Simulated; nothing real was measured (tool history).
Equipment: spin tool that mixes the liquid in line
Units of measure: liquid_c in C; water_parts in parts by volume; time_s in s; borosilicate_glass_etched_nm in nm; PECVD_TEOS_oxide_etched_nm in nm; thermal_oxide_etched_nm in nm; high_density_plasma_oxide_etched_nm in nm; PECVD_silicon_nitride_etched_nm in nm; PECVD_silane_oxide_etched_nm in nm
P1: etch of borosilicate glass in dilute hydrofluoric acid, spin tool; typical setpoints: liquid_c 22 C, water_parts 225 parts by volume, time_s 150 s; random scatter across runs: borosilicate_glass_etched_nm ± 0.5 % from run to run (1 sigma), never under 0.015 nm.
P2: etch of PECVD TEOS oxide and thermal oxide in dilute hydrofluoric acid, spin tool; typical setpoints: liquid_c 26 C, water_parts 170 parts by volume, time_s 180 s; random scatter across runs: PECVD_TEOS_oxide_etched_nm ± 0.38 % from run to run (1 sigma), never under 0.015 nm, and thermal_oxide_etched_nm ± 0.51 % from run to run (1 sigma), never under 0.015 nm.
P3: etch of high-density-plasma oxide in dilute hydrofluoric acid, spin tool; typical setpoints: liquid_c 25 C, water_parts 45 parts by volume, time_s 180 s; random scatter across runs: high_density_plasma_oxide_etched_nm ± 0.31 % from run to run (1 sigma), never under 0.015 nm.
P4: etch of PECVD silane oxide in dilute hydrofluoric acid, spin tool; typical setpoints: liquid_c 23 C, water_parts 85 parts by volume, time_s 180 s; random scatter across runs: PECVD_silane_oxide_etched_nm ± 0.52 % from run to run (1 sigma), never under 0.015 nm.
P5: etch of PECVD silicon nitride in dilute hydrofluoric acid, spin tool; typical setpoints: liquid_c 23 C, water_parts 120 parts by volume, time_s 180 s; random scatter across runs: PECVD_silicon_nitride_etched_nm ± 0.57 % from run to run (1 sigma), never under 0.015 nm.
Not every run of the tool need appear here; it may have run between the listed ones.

| run | hour | process | liquid_c | water_parts | time_s | hours since the thermometer was replaced | hours since the hydrofluoric acid flow meter was replaced | borosilicate_glass_etched_nm | PECVD_TEOS_oxide_etched_nm | thermal_oxide_etched_nm | high_density_plasma_oxide_etched_nm | PECVD_silicon_nitride_etched_nm | PECVD_silane_oxide_etched_nm |
|---|---|---|---|---|---|---|---|---|---|---|---|---|---|
| 1 | 7.9 | P1 | 22 | 225 | 150 | 403.6 | 349.2 | 15.769 |  |  |  |  |  |
| 2 | 21.7 | P1 | 18.5 | 225 | 290 | 417.4 | 363 | 26.46 |  |  |  |  |  |
| 3 | 36.1 | P1 | 22 | 225 | 150 | 431.8 | 377.4 | 15.699 |  |  |  |  |  |
| 4 | 50.1 | P1 | 22 | 225 | 150 | 445.8 | 391.4 | 15.696 |  |  |  |  |  |
| 5 | 62.5 | P2 | 26 | 250 | 180 | 458.2 | 403.8 |  | 7.5213 | 2.8532 |  |  |  |
| 6 | 78.2 | P2 | 26 | 170 | 180 | 473.9 | 419.5 |  | 12.029 | 4.6377 |  |  |  |
| 7 | 87 | P2 | 17.5 | 170 | 180 | 482.7 | 428.3 |  | 8.6982 | 3.3238 |  |  |  |
| 8 | 96.8 | P3 | 17.5 | 45 | 180 | 492.5 | 438.1 |  |  |  | 17.189 |  |  |
| 9 | 105.1 | P3 | 25 | 45 | 180 | 500.8 | 446.4 |  |  |  | 23.543 |  |  |
| 10 | 115.1 | P5 | 18.5 | 120 | 180 | 510.8 | 456.4 |  |  |  |  | 5.2673 |  |
| 11 | 122.8 | P5 | 23 | 120 | 180 | 518.5 | 464.1 |  |  |  |  | 7.1074 |  |
| 12 | 130.5 | P4 | 23 | 85 | 180 | 526.2 | 471.8 |  |  |  |  |  | 34.806 |
| 13 | 144.9 | P1 | 17 | 225 | 150 | 540.6 | 486.2 | 12.946 |  |  |  |  |  |
| 14 | 159.9 | P2 | 26 | 170 | 180 | 555.6 | 501.2 |  | 12.009 | 4.6107 |  |  |  |
| 15 | 172.8 | P5 | 23 | 120 | 360 | 568.5 | 514.1 |  |  |  |  | 14.075 |  |
| 16 | 182.1 | P4 | 23 | 140 | 180 | 577.8 | 523.4 |  |  |  |  |  | 19.979 |
| 17 | 193.2 | P4 | 23 | 85 | 305 | 588.9 | 534.5 |  |  |  |  |  | 58.401 |
| 18 | 204 | P4 | 23 | 85 | 180 | 599.7 | 545.3 |  |  |  |  |  | 34.736 |
|  | 205.8 | thermometer replaced |
| 19 | 213.9 | P1 | 22 | 225 | 150 | 8.1 | 555.2 | 15.59 |  |  |  |  |  |
| 20 | 223 | P1 | 22 | 225 | 75 | 17.2 | 564.3 | 7.8224 |  |  |  |  |  |
| 21 | 234.6 | P4 | 30.5 | 85 | 180 | 28.8 | 575.9 |  |  |  |  |  | 46.887 |
| 22 | 248.3 | P1 | 22 | 95 | 150 | 42.5 | 589.6 | 42.542 |  |  |  |  |  |
| 23 | 258.3 | P1 | 28.5 | 310 | 150 | 52.5 | 599.6 | 12.973 |  |  |  |  |  |
| 24 | 268.7 | P5 | 23 | 65 | 180 | 62.9 | 610 |  |  |  |  | 12.9 |  |
| 25 | 282.4 | P3 | 25 | 65 | 180 | 76.6 | 623.7 |  |  |  | 15.851 |  |  |
| 26 | 294.6 | P3 | 25 | 45 | 15 | 88.8 | 635.9 |  |  |  | 1.9676 |  |  |
| 27 | 308.9 | P1 | 22 | 395 | 150 | 103.1 | 650.2 | 7.6694 |  |  |  |  |  |
| 28 | 319.4 | P1 | 22 | 225 | 150 | 113.6 | 660.7 | 15.719 |  |  |  |  |  |
| 29 | 332.4 | P2 | 26 | 170 | 265 | 126.6 | 673.7 |  | 17.832 | 6.7311 |  |  |  |
| 30 | 344.4 | P1 | 28.5 | 225 | 150 | 138.6 | 685.7 | 19.651 |  |  |  |  |  |
| 31 | 356 | P1 | 22 | 225 | 280 | 150.2 | 697.3 | 29.411 |  |  |  |  |  |
| 32 | 365.5 | P1 | 22 | 225 | 150 | 159.7 | 706.8 | 15.549 |  |  |  |  |  |
| 33 | 380.7 | P1 | 22 | 225 | 150 | 174.9 | 722 | 14.983 |  |  |  |  |  |
| 34 | 392.8 | P1 | 22 | 225 | 150 | 187 | 734.1 | 14.966 |  |  |  |  |  |
| 35 | 404.8 | P1 | 22 | 225 | 150 | 199 | 746.1 | 14.748 |  |  |  |  |  |
| 36 | 420.4 | P1 | 22 | 225 | 150 | 214.6 | 761.7 | 14.54 |  |  |  |  |  |
| 37 | 430.1 | P1 | 22 | 225 | 150 | 224.3 | 771.4 | 14.78 |  |  |  |  |  |

For run 38, what comes out?
| 38 | 437.9 | P1 | 22 | 225 | 150 | 232.1 | 779.2 | ? |  |  |  |  |  |

Run 38 came out at borosilicate_glass_etched_nm 14.59 nm.
